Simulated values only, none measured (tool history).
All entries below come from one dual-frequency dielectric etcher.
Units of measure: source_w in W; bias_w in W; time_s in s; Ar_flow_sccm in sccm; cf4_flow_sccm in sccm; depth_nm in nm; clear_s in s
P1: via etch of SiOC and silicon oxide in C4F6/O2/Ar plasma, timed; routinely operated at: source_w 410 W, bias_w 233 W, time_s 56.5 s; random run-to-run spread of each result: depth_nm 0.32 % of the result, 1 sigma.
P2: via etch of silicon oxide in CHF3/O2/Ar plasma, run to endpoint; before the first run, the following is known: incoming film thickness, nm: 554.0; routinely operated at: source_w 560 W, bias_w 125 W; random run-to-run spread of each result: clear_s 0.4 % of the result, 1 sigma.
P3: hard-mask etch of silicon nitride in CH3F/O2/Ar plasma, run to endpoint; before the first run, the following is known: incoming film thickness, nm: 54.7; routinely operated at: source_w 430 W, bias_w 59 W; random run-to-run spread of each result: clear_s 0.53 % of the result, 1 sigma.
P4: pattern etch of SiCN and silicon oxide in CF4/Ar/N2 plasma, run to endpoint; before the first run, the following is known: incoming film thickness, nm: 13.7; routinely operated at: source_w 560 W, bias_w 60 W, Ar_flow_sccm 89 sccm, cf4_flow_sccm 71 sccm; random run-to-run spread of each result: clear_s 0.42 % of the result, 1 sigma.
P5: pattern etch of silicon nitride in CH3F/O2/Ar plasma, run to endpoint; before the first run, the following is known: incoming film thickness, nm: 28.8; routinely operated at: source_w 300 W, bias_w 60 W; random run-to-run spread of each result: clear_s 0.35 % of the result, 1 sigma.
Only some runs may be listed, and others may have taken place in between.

{"run": 1, "hour": 13.3, "process": "P1", "source_w": 410, "bias_w": 233, "time_s": 56.5, "depth_nm": 70.959}
{"run": 2, "hour": 19.8, "process": "P2", "source_w": 560, "bias_w": 87, "clear_s": 364.9}
{"run": 3, "hour": 30.4, "process": "P5", "source_w": 220, "bias_w": 60, "clear_s": 54.98}
{"run": 4, "hour": 44.5, "process": "P3", "source_w": 430, "bias_w": 34, "clear_s": 98.878}
{"run": 5, "hour": 52.3, "process": "P1", "source_w": 410, "bias_w": 233, "time_s": 31.0, "depth_nm": 38.863}
{"run": 6, "hour": 63.5, "process": "P3", "source_w": 430, "bias_w": 59, "clear_s": 84.545}
{"run": 7, "hour": 74.1, "process": "P2", "source_w": 780, "bias_w": 125, "clear_s": 284.79}
{"run": 8, "hour": 85.1, "process": "P3", "source_w": 430, "bias_w": 59, "clear_s": 83.571}
{"run": 9, "hour": 92.4, "process": "P3", "source_w": 280, "bias_w": 59, "clear_s": 99.685}
{"run": 10, "hour": 105.1, "process": "P1", "source_w": 410, "bias_w": 233, "time_s": 56.5, "depth_nm": 70.891}
{"run": 11, "hour": 118.7, "process": "P1", "source_w": 410, "bias_w": 233, "time_s": 56.5, "depth_nm": 70.044}
{"run": 12, "hour": 131.1, "process": "P4", "source_w": 560, "bias_w": 60, "Ar_flow_sccm": 89, "cf4_flow_sccm": 71, "clear_s": 13.785}
{"run": 13, "hour": 137.8, "process": "P1", "source_w": 330, "bias_w": 233, "time_s": 56.5, "depth_nm": 64.921}
{"run": 14, "hour": 147.1, "process": "P1", "source_w": 270, "bias_w": 321, "time_s": 56.5, "depth_nm": 67.45}
{"run": 15, "hour": 159.2, "process": "P1", "source_w": 490, "bias_w": 233, "time_s": 56.5, "depth_nm": 75.645}
{"run": 16, "hour": 170.2, "process": "P4", "source_w": 560, "bias_w": 60, "Ar_flow_sccm": 60, "cf4_flow_sccm": 71, "clear_s": 12.925}
{"run": 17, "hour": 181.7, "process": "P1", "source_w": 410, "bias_w": 233, "time_s": 79.0, "depth_nm": 98.845}
{"run": 18, "hour": 194.6, "process": "P4", "source_w": 560, "bias_w": 60, "Ar_flow_sccm": 89, "cf4_flow_sccm": 95, "clear_s": 13.106}
{"run": 19, "hour": 205.0, "process": "P1", "source_w": 410, "bias_w": 233, "time_s": 56.5, "depth_nm": 70.303}
{"run": 20, "hour": 216.2, "process": "P2", "source_w": 560, "bias_w": 125, "clear_s": 326.55}
{"run": 21, "hour": 224.7, "process": "P1", "source_w": 410, "bias_w": 325, "time_s": 40.0, "depth_nm": 56.291}
{"run": 22, "hour": 231.8, "process": "P4", "source_w": 560, "bias_w": 37, "Ar_flow_sccm": 89, "cf4_flow_sccm": 71, "clear_s": 15.749}
{"run": 23, "hour": 242.1, "process": "P1", "source_w": 410, "bias_w": 233, "time_s": 56.5, "depth_nm": 70.415}
{"run": 24, "hour": 256.3, "process": "P5", "source_w": 300, "bias_w": 60, "clear_s": 48.599}
{"run": 25, "hour": 263.0, "process": "P4", "source_w": 560, "bias_w": 60, "Ar_flow_sccm": 89, "cf4_flow_sccm": 71, "clear_s": 13.659}
{"run": 26, "hour": 271.2, "process": "P1", "source_w": 410, "bias_w": 310, "time_s": 56.5, "depth_nm": 77.82}
{"run": 27, "hour": 284.4, "process": "P4", "source_w": 730, "bias_w": 60, "Ar_flow_sccm": 89, "cf4_flow_sccm": 71, "clear_s": 10.834}
{"run": 28, "hour": 291.8, "process": "P1", "source_w": 410, "bias_w": 158, "time_s": 56.5, "depth_nm": 62.271}
{"run": 29, "hour": 299.8, "process": "P5", "source_w": 300, "bias_w": 83, "clear_s": 43.522}
{"run": 30, "hour": 306.2, "process": "P1", "source_w": 410, "bias_w": 233, "time_s": 56.5, "depth_nm": 70.709}
{"run": 31, "hour": 315.2, "process": "P1", "source_w": 410, "bias_w": 233, "time_s": 56.5, "depth_nm": 71.074}

Run 32, settings as shown, results not yet in. Your forecast:
{"run": 32, "hour": 322.7, "process": "P1", "source_w": 410, "bias_w": 233, "time_s": 56.5, "depth_nm": "?"}

depth_nm: 71.543 nm

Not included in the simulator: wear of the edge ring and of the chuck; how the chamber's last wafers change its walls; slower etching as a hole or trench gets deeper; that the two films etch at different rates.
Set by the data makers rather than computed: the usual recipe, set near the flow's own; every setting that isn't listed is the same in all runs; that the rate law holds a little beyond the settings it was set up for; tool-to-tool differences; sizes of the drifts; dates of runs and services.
